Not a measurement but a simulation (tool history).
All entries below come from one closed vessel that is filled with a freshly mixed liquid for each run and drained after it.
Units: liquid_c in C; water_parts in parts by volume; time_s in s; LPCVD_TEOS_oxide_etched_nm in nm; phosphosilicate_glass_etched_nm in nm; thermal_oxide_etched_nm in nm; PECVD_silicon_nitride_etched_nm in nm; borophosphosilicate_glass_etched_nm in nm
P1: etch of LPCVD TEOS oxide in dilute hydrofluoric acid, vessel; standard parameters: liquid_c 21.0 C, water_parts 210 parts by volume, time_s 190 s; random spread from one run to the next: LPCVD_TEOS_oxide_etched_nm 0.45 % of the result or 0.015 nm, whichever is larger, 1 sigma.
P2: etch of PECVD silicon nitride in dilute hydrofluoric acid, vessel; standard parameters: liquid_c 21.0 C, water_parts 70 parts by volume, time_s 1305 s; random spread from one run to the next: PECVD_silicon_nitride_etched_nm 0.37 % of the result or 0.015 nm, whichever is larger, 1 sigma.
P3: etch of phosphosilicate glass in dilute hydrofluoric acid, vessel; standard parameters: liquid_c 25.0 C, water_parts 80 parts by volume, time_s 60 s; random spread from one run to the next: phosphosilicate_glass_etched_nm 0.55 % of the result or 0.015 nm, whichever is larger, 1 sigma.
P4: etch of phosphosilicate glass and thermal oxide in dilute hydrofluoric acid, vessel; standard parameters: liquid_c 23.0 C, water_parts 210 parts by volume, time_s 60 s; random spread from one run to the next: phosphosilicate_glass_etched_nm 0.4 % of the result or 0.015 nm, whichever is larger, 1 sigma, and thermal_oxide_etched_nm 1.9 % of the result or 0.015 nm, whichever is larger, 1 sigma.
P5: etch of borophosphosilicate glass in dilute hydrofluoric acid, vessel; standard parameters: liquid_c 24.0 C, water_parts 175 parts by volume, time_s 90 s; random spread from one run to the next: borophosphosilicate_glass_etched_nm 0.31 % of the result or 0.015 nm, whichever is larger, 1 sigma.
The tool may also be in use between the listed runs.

run   hour  process  liquid_c  water_parts  time_s  hours since the thermometer was replaced  hours since the hydrofluoric acid flow meter was replaced  LPCVD_TEOS_oxide_etched_nm  phosphosilicate_glass_etched_nm  thermal_oxide_etched_nm  PECVD_silicon_nitride_etched_nm  borophosphosilicate_glass_etched_nm
  1    2.6       P1      21.0          210     190                                     442.4                                                      408.3                     22.9550
  2    6.1       P3      25.0           80      30                                     445.9                                                      411.8                                                      71.9480
  3   10.1       P4      23.0          210      30                                     449.9                                                      415.8                                                       7.7199                  0.53936
  4   13.8       P2      21.0           70    1305                                     453.6                                                      419.5                                                                                                                 44.176
  5   16.9       P1      21.0          210     190                                     456.7                                                      422.6                     22.7510
  6   19.9       P4      23.0          210      60                                     459.7                                                      425.6                                                      15.3860                  1.09900
  7   24.6       P1      28.0          210     190                                     464.4                                                      430.3                     29.3790
  8   26.9       P5      24.0          175      90                                     466.7                                                      432.6                                                                                                                                                     25.5760
  9   29.8       P1      21.0          210     190                                     469.6                                                      435.5                     22.6760
 10   32.9       P1      17.0          210     190                                     472.7                                                      438.6                     19.2750
 11   37.4       P1      17.0          210     265                                     477.2                                                      443.1                     27.1080
 12   40.7       P1      21.0          210     190                                     480.5                                                      446.4                     22.7720
 13   44.4       P1      21.0          210     190                                     484.2                                                      450.1                     22.7390
 14   47.5       P5      24.0          175      90                                     487.3                                                      453.2                                                                                                                                                     25.6420
 15   52.2       P3      33.0           80      60                                     492.0                                                      457.9                                                     195.6600
 16   55.0       P1      21.0          210      80                                     494.8                                                      460.7                      9.6536
 17   59.5       P4      18.0          210      60                                     499.3                                                      465.2                                                      12.7270                  0.95569
 18   61.6       P2      21.0           70     535                                     501.4                                                      467.3                                                                                                                 18.046
 19   65.7       P2      21.0           70    1305                                     505.5                                                      471.4                                                                                                                 44.033
 20   69.8       P1      21.0           85     190                                     509.6                                                      475.5                     64.5270
 21   73.1       P1      21.0          305     190                                     512.9                                                      478.8                     14.3250
 22   75.6       P5      19.5          175      90                                     515.4                                                      481.3                                                                                                                                                     21.6510
 23   79.5       P2      17.0           70    1305                                     519.3                                                      485.2                                                                                                                 33.191
 24   83.7       P3      25.0          140      60                                     523.5                                                      489.4                                                      76.2640
 25   88.0       P1      28.5          210      55                                     527.8                                                      493.7                      8.6734
 26   92.2       P4      23.0          210      60                                     532.0                                                      497.9                                                      15.3730                  1.12280
 27   96.9       P1      17.0           90     190                                     536.7                                                      502.6                     51.2050
 28  100.3       P4      23.0          370      60                                     540.1                                                      506.0                                                       7.5631                  0.55412
 29  102.5       P5      24.0          175      30                                     542.3                                                      508.2                                                                                                                                                      8.5843
 30  105.4       P1      21.0          210     190                                     545.2                                                      511.1                     22.8150
 31  109.7       P2      21.0           20    1305                                     549.5                                                      515.4                                                                                                                147.980
 32  114.4       P1      21.0          210     290                                     554.2                                                      520.1                     34.9080
 33  116.6       P3      25.0           80      60                                     556.4                                                      522.3                                                     145.7200
 34  120.3       P5      24.0          265      90                                     560.1                                                      526.0                                                                                                                                                     15.4710
 35  123.9       P1      21.0          210     190                                     563.7                                                      529.6                     22.6650
 36  127.7       P1      21.0          210     190                                     567.5                                                      533.4                     23.5390
 37  132.2       P1      21.0          210     190                                     572.0                                                      537.9                     23.7720
 38  136.7       P1      21.0          210     190                                     576.5                                                      542.4                     23.9690
 39  141.2       P1      21.0          210     190                                     581.0                                                      546.9                     24.5850
 40  143.3       P1      21.0          210     190                                     583.1                                                      549.0                     24.6180
 41  147.0       P1      21.0          210     190                                     586.8                                                      552.7                     24.4250
 42  150.0       P1      21.0          210     190                                     589.8                                                      555.7                     24.6680
 43  153.6       P1      21.0          210     190                                     593.4                                                      559.3                     24.7430
 44  156.7       P1      21.0          210     190                                     596.5                                                      562.4                     24.5360
 45  159.9       P1      21.0          210     190                                     599.7                                                      565.6                     24.7930

Estimate the outcome of run 46 from the log above:
 46  163.7       P1      21.0          210     190                                     603.5                                                      569.4                           ?

LPCVD_TEOS_oxide_etched_nm: 24.8430 nm
